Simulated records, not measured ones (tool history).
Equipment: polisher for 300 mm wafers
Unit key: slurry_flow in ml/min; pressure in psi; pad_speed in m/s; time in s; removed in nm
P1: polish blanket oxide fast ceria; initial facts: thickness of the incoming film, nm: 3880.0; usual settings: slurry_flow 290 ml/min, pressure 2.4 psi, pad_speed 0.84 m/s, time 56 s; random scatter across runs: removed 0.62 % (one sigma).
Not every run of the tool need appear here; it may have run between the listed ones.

run	hour	slurry_flow	pressure	pad_speed	time	wafers polished on this pad	hours since the slurry nozzle was cleaned	hours since the head pressure was calibrated	removed
1	5.9	290	2.4	0.84	56	481	131	891.8	554.24
2	9.8	290	1.3	0.84	56	543	134.9	895.7	299.92
3	14.4	290	2.4	0.84	56	616	139.5	900.3	554.39
4	19.5	290	2.4	0.84	56	697	144.6	905.4	561.34
5	22.5	425	2.4	0.84	88	745	147.6	908.4	910.83
6	28.7	290	2.4	0.84	80	844	153.8	914.6	793.66
7	34.5	290	2.4	1.14	77	937	159.6	920.4	1050.1
8	38.9	290	2.4	0.84	56	1007	164	924.8	556.59
9	42.2	380	2.4	0.84	56	1060	167.3	928.1	570.43
10	45.6	290	3.7	0.84	56	1114	170.7	931.5	863.2
11	48.9	290	2.4	1.1	56	1166	174	934.8	731.93
12	54.3	290	2.4	0.84	56	1252	179.4	940.2	560.28
13	60.1	290	2.4	0.38	56	1345	185.2	946	253.74
14	66.5	290	2.4	0.84	25	1447	191.6	952.4	250.06
15	71.6	175	2.4	0.84	56	1528	196.7	957.5	518.72
16	75.7	290	2.4	0.84	56	1594	200.8	961.6	559.68
17	81	290	2.4	0.84	56	1678	206.1	966.9	541.8
18	84.4	290	2.4	0.84	56	1732	209.5	970.3	541.41
19	88.8	290	2.4	0.84	56	1803	213.9	974.7	542.14
# hour 92.6: worn pad replaced by a new one
20	93.2	290	2.4	0.84	56	10	218.3	979.1	543.58
21	99.2	290	2.4	0.84	56	106	224.3	985.1	539.45
22	102.9	290	2.4	0.84	56	165	228	988.8	526.89

Predict the results of run 23:
23	106.3	290	2.4	0.84	56	219	231.4	992.2	?

removed: 535.11 nm
